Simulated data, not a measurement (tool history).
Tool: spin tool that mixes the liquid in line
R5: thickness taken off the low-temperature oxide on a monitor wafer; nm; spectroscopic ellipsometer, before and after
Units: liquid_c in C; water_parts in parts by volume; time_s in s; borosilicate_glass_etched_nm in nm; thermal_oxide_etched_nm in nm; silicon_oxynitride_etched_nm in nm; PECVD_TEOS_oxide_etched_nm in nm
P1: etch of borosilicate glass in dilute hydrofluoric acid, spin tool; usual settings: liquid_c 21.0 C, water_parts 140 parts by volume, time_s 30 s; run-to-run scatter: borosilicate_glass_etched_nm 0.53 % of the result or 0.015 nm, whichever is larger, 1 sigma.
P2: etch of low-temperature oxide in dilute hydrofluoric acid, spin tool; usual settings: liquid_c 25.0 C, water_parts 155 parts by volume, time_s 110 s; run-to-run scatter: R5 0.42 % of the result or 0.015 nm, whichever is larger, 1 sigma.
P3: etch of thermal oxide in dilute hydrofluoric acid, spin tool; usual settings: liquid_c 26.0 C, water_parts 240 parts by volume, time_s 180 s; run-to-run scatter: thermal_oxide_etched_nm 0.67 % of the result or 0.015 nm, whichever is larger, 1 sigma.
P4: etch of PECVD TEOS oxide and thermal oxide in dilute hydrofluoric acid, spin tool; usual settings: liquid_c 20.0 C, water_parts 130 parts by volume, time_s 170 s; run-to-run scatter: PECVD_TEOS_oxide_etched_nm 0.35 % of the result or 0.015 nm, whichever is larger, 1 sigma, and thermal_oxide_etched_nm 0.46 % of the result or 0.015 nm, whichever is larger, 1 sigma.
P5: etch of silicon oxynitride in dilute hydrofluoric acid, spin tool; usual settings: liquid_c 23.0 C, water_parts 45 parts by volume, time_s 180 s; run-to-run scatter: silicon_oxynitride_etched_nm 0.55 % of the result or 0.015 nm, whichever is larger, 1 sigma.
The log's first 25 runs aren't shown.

Run 26, hour 189.3: process P2, liquid_c 25.0 C, water_parts 255 parts by volume, time_s 110 s. Result: R5 5.0283 nm.
Run 27, hour 197.2: process P2, liquid_c 25.0 C, water_parts 155 parts by volume, time_s 110 s. Result: R5 9.2781 nm.
Run 28, hour 206.9: process P1, liquid_c 21.0 C, water_parts 140 parts by volume, time_s 30 s. Result: borosilicate_glass_etched_nm 7.8315 nm.
Run 29, hour 211.6: process P2, liquid_c 18.0 C, water_parts 155 parts by volume, time_s 110 s. Result: R5 7.0592 nm.
Run 30, hour 218.9: process P1, liquid_c 27.5 C, water_parts 140 parts by volume, time_s 15 s. Result: borosilicate_glass_etched_nm 4.9896 nm.
Run 31, hour 225.6: process P1, liquid_c 21.0 C, water_parts 140 parts by volume, time_s 60 s. Result: borosilicate_glass_etched_nm 15.7350 nm.
Run 32, hour 234.0: process P1, liquid_c 21.0 C, water_parts 140 parts by volume, time_s 30 s. Result: borosilicate_glass_etched_nm 7.8127 nm.
Run 33, hour 241.1: process P1, liquid_c 21.0 C, water_parts 140 parts by volume, time_s 30 s. Result: borosilicate_glass_etched_nm 8.2810 nm.
Run 34, hour 248.7: process P1, liquid_c 21.0 C, water_parts 140 parts by volume, time_s 30 s. Result: borosilicate_glass_etched_nm 8.4447 nm.

The next listed run, before its measurement:
Run 35, hour 253.6: process P1, liquid_c 21.0 C, water_parts 140 parts by volume, time_s 30 s. Result: borosilicate_glass_etched_nm ?.

Run 35 gave borosilicate_glass_etched_nm 8.5613 nm.
